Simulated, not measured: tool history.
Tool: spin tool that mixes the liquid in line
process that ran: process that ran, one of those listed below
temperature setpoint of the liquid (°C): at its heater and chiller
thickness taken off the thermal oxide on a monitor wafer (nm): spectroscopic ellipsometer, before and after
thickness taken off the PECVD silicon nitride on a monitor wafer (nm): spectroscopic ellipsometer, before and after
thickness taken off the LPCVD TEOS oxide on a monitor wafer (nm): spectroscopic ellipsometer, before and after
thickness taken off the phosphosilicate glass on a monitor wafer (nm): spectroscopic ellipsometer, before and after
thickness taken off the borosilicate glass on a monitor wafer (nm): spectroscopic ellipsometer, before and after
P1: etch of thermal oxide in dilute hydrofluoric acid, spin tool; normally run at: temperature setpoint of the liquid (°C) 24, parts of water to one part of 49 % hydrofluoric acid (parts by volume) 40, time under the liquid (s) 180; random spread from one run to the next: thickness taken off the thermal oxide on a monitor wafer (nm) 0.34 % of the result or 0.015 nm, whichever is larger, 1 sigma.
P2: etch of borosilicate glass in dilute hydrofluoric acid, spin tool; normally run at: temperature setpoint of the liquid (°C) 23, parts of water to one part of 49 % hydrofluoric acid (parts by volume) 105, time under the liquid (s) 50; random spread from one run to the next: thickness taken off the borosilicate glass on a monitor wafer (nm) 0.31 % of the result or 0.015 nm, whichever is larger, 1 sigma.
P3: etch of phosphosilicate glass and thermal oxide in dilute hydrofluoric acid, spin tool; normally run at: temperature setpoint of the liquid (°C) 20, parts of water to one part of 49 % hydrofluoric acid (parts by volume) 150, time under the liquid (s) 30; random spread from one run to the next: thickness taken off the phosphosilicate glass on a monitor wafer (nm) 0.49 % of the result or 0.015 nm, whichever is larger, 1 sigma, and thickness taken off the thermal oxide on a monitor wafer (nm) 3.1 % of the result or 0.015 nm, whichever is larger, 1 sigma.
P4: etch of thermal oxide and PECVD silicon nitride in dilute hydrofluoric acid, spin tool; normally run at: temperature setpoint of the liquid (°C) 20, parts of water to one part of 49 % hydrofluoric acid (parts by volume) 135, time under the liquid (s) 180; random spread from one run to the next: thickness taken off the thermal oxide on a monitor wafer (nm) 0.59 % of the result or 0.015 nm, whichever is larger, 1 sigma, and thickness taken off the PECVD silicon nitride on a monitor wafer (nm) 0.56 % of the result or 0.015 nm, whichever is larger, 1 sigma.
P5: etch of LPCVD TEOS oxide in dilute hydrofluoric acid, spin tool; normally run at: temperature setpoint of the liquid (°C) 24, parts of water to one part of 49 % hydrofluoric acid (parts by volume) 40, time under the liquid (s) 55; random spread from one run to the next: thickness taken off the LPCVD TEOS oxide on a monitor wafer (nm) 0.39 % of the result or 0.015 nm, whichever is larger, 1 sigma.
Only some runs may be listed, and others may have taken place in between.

run	day	process that ran	temperature setpoint of the liquid (°C)	parts of water to one part of 49 % hydrofluoric acid (parts by volume)	time under the liquid (s)	thickness taken off the thermal oxide on a monitor wafer (nm)	thickness taken off the PECVD silicon nitride on a monitor wafer (nm)	thickness taken off the LPCVD TEOS oxide on a monitor wafer (nm)	thickness taken off the phosphosilicate glass on a monitor wafer (nm)	thickness taken off the borosilicate glass on a monitor wafer (nm)
1	0.525	P1	24	40	180	23.678				
2	0.883	P4	20	225	180	2.7837	2.4013			
3	1.192	P1	24	70	180	12.944				
4	1.738	P5	24	20	55			103.46		
5	2.054	P4	20	135	180	4.9876	3.9921			
6	2.671	P1	17	25	180	28.446				
7	3.192	P4	24	135	180	5.8607	5.1643			
# day 3.317: thermometer replaced
8	3.5	P3	20	150	30	0.74444			14.779	
9	4.079	P2	23	105	50					15.895
10	4.658	P1	24	40	180	23.638				
11	4.958	P4	20	135	180	5.063	3.9193			
12	5.246	P1	24	40	180	23.754				
13	5.554	P5	24	40	55			50.316		
14	6.162	P5	24	40	100			91.925		
15	6.467	P4	20	135	340	9.5574	7.399			
16	6.9	P1	24	40	180	23.713				
17	7.229	P2	23	25	50					74.529
18	7.704	P3	20	150	60	1.4578			29.436	
19	8.262	P2	23	105	50					15.986
20	8.838	P3	17	150	30	0.62515			13.082	
21	9.429	P1	24	40	20	2.6432				
22	9.883	P1	24	40	280	36.966				
23	10.338	P5	17	40	55			37.375		
24	10.808	P1	20.5	40	180	20.401				
25	11.217	P5	24	40	55			50.439		
26	11.708	P2	23	105	15					4.8485
27	12.262	P1	24	20	180	48.672				
28	12.6	P1	24	40	180	23.647				
29	13.2	P1	28.5	40	90	14.258				
30	13.604	P2	29	105	50					20.193

The next listed run, before its measurement:
31	14.158	P1	32	40	180	?				

Logged for run 31: thickness taken off the thermal oxide on a monitor wafer (nm) 32.504.
